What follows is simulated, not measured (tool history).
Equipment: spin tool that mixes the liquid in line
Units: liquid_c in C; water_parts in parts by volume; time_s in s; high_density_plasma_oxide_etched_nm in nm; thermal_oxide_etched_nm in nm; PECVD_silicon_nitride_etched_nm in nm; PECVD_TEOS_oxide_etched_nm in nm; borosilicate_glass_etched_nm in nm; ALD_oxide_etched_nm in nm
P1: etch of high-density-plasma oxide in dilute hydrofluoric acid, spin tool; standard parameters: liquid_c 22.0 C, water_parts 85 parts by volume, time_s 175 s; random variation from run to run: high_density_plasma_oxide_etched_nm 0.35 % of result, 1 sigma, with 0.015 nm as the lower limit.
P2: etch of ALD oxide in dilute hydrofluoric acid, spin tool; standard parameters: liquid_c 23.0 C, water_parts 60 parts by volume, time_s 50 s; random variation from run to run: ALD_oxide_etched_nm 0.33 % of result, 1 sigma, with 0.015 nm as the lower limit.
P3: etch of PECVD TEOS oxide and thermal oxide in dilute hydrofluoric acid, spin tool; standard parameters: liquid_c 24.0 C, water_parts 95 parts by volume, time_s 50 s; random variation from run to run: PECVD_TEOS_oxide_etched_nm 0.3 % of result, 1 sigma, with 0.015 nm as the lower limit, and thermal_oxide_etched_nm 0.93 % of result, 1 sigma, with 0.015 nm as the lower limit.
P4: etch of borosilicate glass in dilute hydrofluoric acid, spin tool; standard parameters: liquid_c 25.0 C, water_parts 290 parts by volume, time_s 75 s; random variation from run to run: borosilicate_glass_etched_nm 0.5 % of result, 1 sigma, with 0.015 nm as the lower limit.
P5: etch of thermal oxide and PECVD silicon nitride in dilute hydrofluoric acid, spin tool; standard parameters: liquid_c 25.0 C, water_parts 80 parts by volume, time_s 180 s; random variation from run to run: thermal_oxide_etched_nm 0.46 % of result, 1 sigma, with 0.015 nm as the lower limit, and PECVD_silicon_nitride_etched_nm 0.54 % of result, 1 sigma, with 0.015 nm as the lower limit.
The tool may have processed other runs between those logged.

run	hour	process	liquid_c	water_parts	time_s	hours since the thermometer was replaced	hours since the hydrofluoric acid flow meter was replaced	high_density_plasma_oxide_etched_nm	thermal_oxide_etched_nm	PECVD_silicon_nitride_etched_nm	PECVD_TEOS_oxide_etched_nm	borosilicate_glass_etched_nm	ALD_oxide_etched_nm
1	7.0	P1	22.0	85	175	1734.6	1153.9	9.7662					
2	15.8	P5	25.0	80	180	1743.4	1162.7		10.9720	5.8710			
3	23.2	P3	24.0	20	50	1750.8	1170.1		12.2580		78.681		
4	33.4	P1	22.0	85	175	1761.0	1180.3	9.7804					
5	46.5	P3	30.0	95	50	1774.1	1193.4		2.9313		18.923		
6	55.9	P1	22.0	85	175	1783.5	1202.8	9.7224					
7	69.4	P5	25.0	80	325	1797.0	1216.3		19.5940	10.6160			
8	79.4	P1	29.5	85	175	1807.0	1226.3	13.1260					
9	88.5	P5	17.5	80	180	1816.1	1235.4		7.9477	3.4646			
# hour 95.5: hydrofluoric acid flow meter replaced
10	97.8	P5	25.0	80	180	1825.4	2.4		10.8820	5.8312			
11	106.3	P4	17.0	290	75	1833.9	10.9					3.5467	
12	113.1	P5	25.0	20	180	1840.7	17.7		47.1090	22.8040			
13	125.9	P1	22.0	85	175	1853.5	30.5	9.8496					
14	133.0	P3	24.0	95	100	1860.6	37.6		4.6499		30.061		
15	140.6	P2	23.0	60	50	1868.2	45.2						11.322
16	149.9	P1	22.0	115	175	1877.5	54.5	6.9599					
17	161.2	P1	22.0	85	175	1888.8	65.8	9.7946					
18	174.6	P3	24.0	95	50	1902.2	79.2		2.3430		15.055		
19	183.5	P1	17.0	85	175	1911.1	88.1	7.9661					
20	194.5	P2	27.5	60	50	1922.1	99.1						13.509
21	203.7	P2	23.0	30	50	1931.3	108.3						23.498
22	211.1	P2	23.0	60	30	1938.7	115.7						6.742
23	221.2	P1	17.0	85	310	1948.8	125.8	14.0930					
24	230.4	P1	22.0	85	300	1958.0	135.0	16.8490					
25	240.9	P1	22.0	85	60	1968.5	145.5	3.3481					
26	250.6	P4	25.0	100	75	1978.2	155.2					17.1100	

The next listed run, before its measurement:
27	261.4	P4	25.0	290	75	1989.0	166.0					?	

For run 27 the tool returned borosilicate_glass_etched_nm 4.7981 nm.
